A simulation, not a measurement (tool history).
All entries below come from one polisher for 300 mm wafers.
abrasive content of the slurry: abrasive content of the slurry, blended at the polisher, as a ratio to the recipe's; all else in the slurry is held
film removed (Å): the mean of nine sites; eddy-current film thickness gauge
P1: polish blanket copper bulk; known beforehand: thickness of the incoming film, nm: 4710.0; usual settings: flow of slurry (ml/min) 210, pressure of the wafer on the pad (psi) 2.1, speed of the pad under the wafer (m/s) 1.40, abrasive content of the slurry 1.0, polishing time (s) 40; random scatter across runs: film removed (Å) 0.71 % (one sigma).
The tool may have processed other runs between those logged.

run   hour  flow of slurry (ml/min)  pressure of the wafer on the pad (psi)  speed of the pad under the wafer (m/s)  abrasive content of the slurry  polishing time (s)  wafers polished on this pad  hours since the slurry nozzle was cleaned  hours since the head pressure was calibrated  hours since the slurry blender was calibrated  film removed (Å)
  1   14.7                      210                                     2.1                                    1.40                             1.0                  40                          430                                      152.9                                         808.1                                           91.0            4212.1
  2   29.9                      280                                     2.1                                    1.40                             1.0                  40                          589                                      168.1                                         823.3                                          106.2            4355.5
  3   38.3                      210                                     2.1                                    1.40                             1.0                  40                          676                                      176.5                                         831.7                                          114.6            4205.9
  4   53.9                      210                                     2.1                                    1.40                             1.0                  40                          839                                      192.1                                         847.3                                          130.2            4163.8
  5   66.4                      125                                     2.1                                    1.40                             1.0                  40                          969                                      204.6                                         859.8                                          142.7            3864.9
  6   81.9                      210                                     2.1                                    1.76                             1.0                  40                         1130                                      220.1                                         875.3                                          158.2            5289.2
  7   96.5                      210                                     3.0                                    1.40                             1.0                  40                         1282                                      234.7                                         889.9                                          172.8            5994.8
  8  106.8                      210                                     1.0                                    1.40                             1.0                  40                         1390                                      245.0                                         900.2                                          183.1            1987.2
  9  117.7                      210                                     2.1                                    1.40                             1.5                  40                         1503                                      255.9                                         911.1                                          194.0            4584.2
 10  130.8                      210                                     2.1                                    1.40                             1.0                  18                         1639                                      269.0                                         924.2                                          207.1            1904.5
 11  142.1                      210                                     2.1                                    1.40                             1.0                  40                         1757                                      280.3                                         935.5                                          218.4            4194.7
 12  151.8                      210                                     2.1                                    1.40                             1.0                  40                         1858                                      290.0                                         945.2                                          228.1            4158.0
 13  167.2                      210                                     2.1                                    1.40                             1.0                  40                         2019                                      305.4                                         960.6                                          243.5            4192.0
 14  178.2                      210                                     2.1                                    1.40                             1.0                  59                         2133                                      316.4                                         971.6                                          254.5            6130.8
     181.4  -- slurry nozzle cleaned
 15  189.6                      210                                     2.1                                    1.40                             0.7                  40                         2252                                        8.3                                         983.0                                          265.9            3921.8
 16  205.9                      280                                     2.7                                    1.40                             1.0                  40                         2422                                       24.6                                         999.3                                          282.2            5548.5
 17  218.8                      210                                     2.1                                    1.02                             1.0                  40                         2556                                       37.5                                        1012.2                                          295.1            3046.2
 18  235.1                      210                                     2.1                                    1.40                             1.0                  40                         2726                                       53.8                                        1028.5                                          311.4            4218.9
 19  250.7                      210                                     2.1                                    1.40                             1.0                  40                         2888                                       69.4                                        1044.1                                          327.0            4067.7
 20  264.8                      210                                     2.1                                    1.40                             1.0                  40                         3035                                       83.5                                        1058.2                                          341.1            4011.6
 21  272.0                      210                                     2.1                                    1.40                             1.0                  40                         3110                                       90.7                                        1065.4                                          348.3            4065.5
     281.9  -- worn pad replaced by a new one
 22  285.8                      210                                     2.1                                    1.40                             1.0                  40                           40                                      104.5                                        1079.2                                          362.1            4033.3
 23  301.5                      210                                     2.1                                    1.40                             1.0                  40                          204                                      120.2                                        1094.9                                          377.8            3967.1
 24  312.1                      210                                     2.1                                    1.40                             1.0                  40                          314                                      130.8                                        1105.5                                          388.4            4002.8

The next listed run, before its measurement:
 25  321.6                      210                                     2.1                                    1.40                             1.0                  40                          413                                      140.3                                        1115.0                                          397.9                 ?

{"run 25": {"film removed (Å)": 3981.5}}
